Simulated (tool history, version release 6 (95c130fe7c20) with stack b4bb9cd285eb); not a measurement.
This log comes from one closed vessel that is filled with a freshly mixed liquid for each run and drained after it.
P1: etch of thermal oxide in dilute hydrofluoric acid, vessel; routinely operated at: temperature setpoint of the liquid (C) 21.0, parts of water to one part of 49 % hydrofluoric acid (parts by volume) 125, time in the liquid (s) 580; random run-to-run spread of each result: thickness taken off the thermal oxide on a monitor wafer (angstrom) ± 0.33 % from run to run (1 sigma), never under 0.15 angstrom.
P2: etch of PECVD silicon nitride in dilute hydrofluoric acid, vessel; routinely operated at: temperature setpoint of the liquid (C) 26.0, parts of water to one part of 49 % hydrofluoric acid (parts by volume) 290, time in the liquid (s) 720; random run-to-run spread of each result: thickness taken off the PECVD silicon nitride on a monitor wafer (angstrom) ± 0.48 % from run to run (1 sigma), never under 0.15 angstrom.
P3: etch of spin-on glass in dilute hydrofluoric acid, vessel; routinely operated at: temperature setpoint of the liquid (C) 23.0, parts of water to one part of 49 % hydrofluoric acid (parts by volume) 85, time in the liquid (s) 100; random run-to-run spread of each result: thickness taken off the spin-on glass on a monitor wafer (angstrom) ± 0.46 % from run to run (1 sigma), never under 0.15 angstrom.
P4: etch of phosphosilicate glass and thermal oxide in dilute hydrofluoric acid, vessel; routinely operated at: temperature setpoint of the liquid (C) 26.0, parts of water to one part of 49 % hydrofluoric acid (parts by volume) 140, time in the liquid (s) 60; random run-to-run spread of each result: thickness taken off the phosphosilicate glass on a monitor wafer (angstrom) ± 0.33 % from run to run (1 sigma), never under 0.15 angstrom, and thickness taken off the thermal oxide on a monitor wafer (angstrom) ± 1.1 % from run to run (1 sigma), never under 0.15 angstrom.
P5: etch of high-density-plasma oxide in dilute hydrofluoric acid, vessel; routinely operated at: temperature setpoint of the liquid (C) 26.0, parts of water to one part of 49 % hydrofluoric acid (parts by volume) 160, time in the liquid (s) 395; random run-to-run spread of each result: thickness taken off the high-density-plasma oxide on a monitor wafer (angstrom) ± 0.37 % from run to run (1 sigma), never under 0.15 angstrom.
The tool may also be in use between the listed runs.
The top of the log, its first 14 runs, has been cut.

run	hour	process that ran	temperature setpoint of the liquid (C)	parts of water to one part of 49 % hydrofluoric acid (parts by volume)	time in the liquid (s)	thickness taken off the thermal oxide on a monitor wafer (angstrom)	thickness taken off the PECVD silicon nitride on a monitor wafer (angstrom)	thickness taken off the spin-on glass on a monitor wafer (angstrom)	thickness taken off the phosphosilicate glass on a monitor wafer (angstrom)	thickness taken off the high-density-plasma oxide on a monitor wafer (angstrom)
15	53.9	P1	21.0	65	580	377.0100				
16	57.3	P2	30.5	290	720		63.584			
17	61.3	P1	21.0	125	580	183.0600				
18	65.5	P2	26.0	290	1290		88.698			
19	68.8	P5	26.0	160	395					171.63
20	71.0	P5	33.5	160	395					221.56
21	75.6	P4	34.0	140	60	27.2310			666.83	
22	80.0	P1	21.0	70	250	148.9600				
# hour 81.3: thermometer replaced
23	82.9	P1	21.0	125	580	182.9800				
24	85.3	P5	26.0	60	395					516.09
25	88.8	P1	21.0	225	580	91.4400				
26	92.2	P4	26.0	140	60	21.1150			501.53	
27	96.0	P2	26.0	430	720		32.803			
28	99.4	P1	26.5	125	580	225.7100				
29	101.9	P1	21.0	125	580	182.4500				
30	106.3	P3	23.0	140	100			229.13		

Run 31, settings as shown, results not yet in. Your forecast:
31	109.3	P5	26.0	160	675					?

{"run 31": {"thickness taken off the high-density-plasma oxide on a monitor wafer (angstrom)": 292.57}}
